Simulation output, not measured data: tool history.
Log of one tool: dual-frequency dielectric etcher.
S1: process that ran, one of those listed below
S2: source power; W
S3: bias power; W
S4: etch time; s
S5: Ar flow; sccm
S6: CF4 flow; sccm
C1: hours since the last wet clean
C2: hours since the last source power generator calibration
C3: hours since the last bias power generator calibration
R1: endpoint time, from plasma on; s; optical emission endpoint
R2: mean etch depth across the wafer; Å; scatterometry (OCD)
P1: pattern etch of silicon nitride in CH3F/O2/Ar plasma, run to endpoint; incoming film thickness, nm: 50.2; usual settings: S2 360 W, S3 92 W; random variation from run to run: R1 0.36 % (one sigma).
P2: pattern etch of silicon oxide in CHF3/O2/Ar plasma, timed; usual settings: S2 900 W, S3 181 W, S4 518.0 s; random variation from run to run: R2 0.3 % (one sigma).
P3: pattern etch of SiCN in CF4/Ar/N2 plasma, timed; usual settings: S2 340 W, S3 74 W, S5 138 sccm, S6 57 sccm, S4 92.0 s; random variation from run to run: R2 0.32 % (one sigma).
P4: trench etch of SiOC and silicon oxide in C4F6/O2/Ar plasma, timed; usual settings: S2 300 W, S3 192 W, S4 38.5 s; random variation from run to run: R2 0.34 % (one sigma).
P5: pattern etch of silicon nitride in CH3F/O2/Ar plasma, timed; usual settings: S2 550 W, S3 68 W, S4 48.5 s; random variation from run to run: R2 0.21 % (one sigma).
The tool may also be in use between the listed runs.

run 1 hour=11.2 | S1=P1 S2=360 S3=92 | C1=284.8 C2=2366.2 C3=624.4 | R1=69.466
run 2 hour=22.7 | S1=P2 S2=1130 S3=181 S4=518.0 | C1=296.3 C2=2377.7 C3=635.9 | R2=12930.00
run 3 hour=29.8 | S1=P3 S2=340 S3=60 S4=92.0 S5=138 S6=57 | C1=303.4 C2=2384.8 C3=643.0 | R2=542.81
run 4 hour=40.2 | S1=P5 S2=550 S3=49 S4=48.5 | C1=313.8 C2=2395.2 C3=653.4 | R2=335.37
run 5 hour=47.5 | S1=P1 S2=360 S3=92 | C1=321.1 C2=2402.5 C3=660.7 | R1=69.973
run 6 hour=55.5 | S1=P5 S2=550 S3=68 S4=72.5 | C1=329.1 C2=2410.5 C3=668.7 | R2=554.75
run 7 hour=62.1 | S1=P2 S2=900 S3=181 S4=518.0 | C1=335.7 C2=2417.1 C3=675.3 | R2=11898.00
run 8 hour=68.5 | S1=P1 S2=250 S3=92 | C1=342.1 C2=2423.5 C3=681.7 | R1=79.692
run 9 hour=78.4 | S1=P1 S2=360 S3=92 | C1=352.0 C2=2433.4 C3=691.6 | R1=69.409
run 10 hour=87.8 | S1=P3 S2=340 S3=74 S4=92.0 S5=138 S6=43 | C1=361.4 C2=2442.8 C3=701.0 | R2=560.41
run 11 hour=94.5 | S1=P1 S2=260 S3=119 | C1=368.1 C2=2449.5 C3=707.7 | R1=71.213
run 12 hour=105.6 | S1=P4 S2=300 S3=192 S4=24.0 | C1=379.2 C2=2460.6 C3=718.8 | R2=441.40
run 13 hour=114.3 | S1=P5 S2=370 S3=68 S4=48.5 | C1=387.9 C2=2469.3 C3=727.5 | R2=319.56
run 14 hour=124.6 | S1=P2 S2=900 S3=181 S4=285.0 | C1=398.2 C2=2479.6 C3=737.8 | R2=6504.50
run 15 hour=132.1 | S1=P1 S2=430 S3=92 | C1=405.7 C2=2487.1 C3=745.3 | R1=65.283
run 16 hour=140.2 | S1=P2 S2=900 S3=246 S4=518.0 | C1=413.8 C2=2495.2 C3=753.4 | R2=13193.00
run 17 hour=146.3 | S1=P3 S2=340 S3=74 S4=53.5 S5=138 S6=57 | C1=419.9 C2=2501.3 C3=759.5 | R2=340.53
run 18 hour=151.4 | S1=P3 S2=340 S3=74 S4=92.0 S5=171 S6=57 | C1=425.0 C2=2506.4 C3=764.6 | R2=565.55
run 19 hour=162.6 | S1=P1 S2=480 S3=75 | C1=436.2 C2=2517.6 C3=775.8 | R1=67.029
-- hour=172.4 source power generator calibrated
run 20 hour=173.4 | S1=P1 S2=360 S3=63 | C1=447.0 C2=1.1 C3=786.6 | R1=79.634
run 21 hour=183.7 | S1=P3 S2=460 S3=74 S4=92.0 S5=138 S6=57 | C1=457.3 C2=11.4 C3=796.9 | R2=761.98
run 22 hour=188.8 | S1=P1 S2=360 S3=92 | C1=462.4 C2=16.5 C3=802.0 | R1=70.026
run 23 hour=198.7 | S1=P5 S2=550 S3=68 S4=48.5 | C1=472.3 C2=26.4 C3=811.9 | R2=371.78
run 24 hour=205.3 | S1=P4 S2=300 S3=118 S4=38.5 | C1=478.9 C2=33.0 C3=818.5 | R2=607.81
run 25 hour=213.9 | S1=P2 S2=900 S3=181 S4=518.0 | C1=487.5 C2=41.6 C3=827.1 | R2=11844.00
run 26 hour=225.3 | S1=P4 S2=420 S3=192 S4=38.5 | C1=498.9 C2=53.0 C3=838.5 | R2=805.17
run 27 hour=232.7 | S1=P3 S2=340 S3=74 S4=92.0 S5=138 S6=57 | C1=506.3 C2=60.4 C3=845.9 | R2=586.56
run 28 hour=242.9 | S1=P1 S2=360 S3=119 | C1=516.5 C2=70.6 C3=856.1 | R1=63.346
run 29 hour=251.2 | S1=P4 S2=300 S3=192 S4=38.5 | C1=524.8 C2=78.9 C3=864.4 | R2=701.78
run 30 hour=261.7 | S1=P1 S2=460 S3=58 | C1=535.3 C2=89.4 C3=874.9 | R1=74.288
run 31 hour=267.8 | S1=P1 S2=360 S3=92 | C1=541.4 C2=95.5 C3=881.0 | R1=69.771
run 32 hour=279.4 | S1=P1 S2=360 S3=92 | C1=553.0 C2=107.1 C3=892.6 | R1=70.568
run 33 hour=290.2 | S1=P1 S2=360 S3=92 | C1=563.8 C2=117.9 C3=903.4 | R1=70.668
run 34 hour=299.6 | S1=P1 S2=360 S3=92 | C1=573.2 C2=127.3 C3=912.8 | R1=70.330
-- hour=304.4 wet clean of the chamber
run 35 hour=308.6 | S1=P1 S2=360 S3=92 | C1=4.3 C2=136.3 C3=921.8 | R1=70.715
run 36 hour=316.2 | S1=P1 S2=360 S3=92 | C1=11.9 C2=143.9 C3=929.4 | R1=71.155
run 37 hour=326.7 | S1=P1 S2=360 S3=92 | C1=22.4 C2=154.4 C3=939.9 | R1=71.016
run 38 hour=336.5 | S1=P1 S2=360 S3=92 | C1=32.2 C2=164.2 C3=949.7 | R1=70.907
run 39 hour=342.9 | S1=P1 S2=360 S3=92 | C1=38.6 C2=170.6 C3=956.1 | R1=70.577

What P1 gives has crept away from where it was. These 2 causes fit the log equally well, each at the size given:
A: bias power that arrives under what is set, % = 4.82
B: source power that arrives under what is set, % = 4.68
The creep began at about hour 267.8.
Why every other cause is out:
chamber walls in a state that lowers the etch rate, %: serviced at hour 304.4, which brought nothing back

4 check runs are offered, one wafer each, their results left as question marks. Which one tells the causes apart?
run check 1 hour=349.3 | S1=P3 S2=340 S3=74 S4=92.0 S5=138 S6=57 | R2=?
run check 2 hour=349.3 | S1=P5 S2=550 S3=68 S4=48.5 | R2=?
run check 3 hour=349.3 | S1=P4 S2=300 S3=192 S4=38.5 | R2=?
run check 4 hour=349.3 | S1=P2 S2=900 S3=181 S4=518.0 | R2=?

What each check would give under each cause:
check=check_1 result=R2 if_A=575.19 if_B=562.39
check=check_2 result=R2 if_A=365.19 if_B=364.39
check=check_3 result=R2 if_A=692.97 if_B=691.34
check=check_4 result=R2 if_A=11668.00 if_B=11640.00
How far apart the two closest causes lie, in the result that separates them most: check 1 2.25 %; check 2 0.22 %; check 3 0.24 %; check 4 0.24 %
Only check 1 tells the causes apart: in the others they would give nearly the same result.

Then check 1 was run and gave: R2 562.24 Å. Which cause is it?

It is B: source power that arrives under what is set, %.

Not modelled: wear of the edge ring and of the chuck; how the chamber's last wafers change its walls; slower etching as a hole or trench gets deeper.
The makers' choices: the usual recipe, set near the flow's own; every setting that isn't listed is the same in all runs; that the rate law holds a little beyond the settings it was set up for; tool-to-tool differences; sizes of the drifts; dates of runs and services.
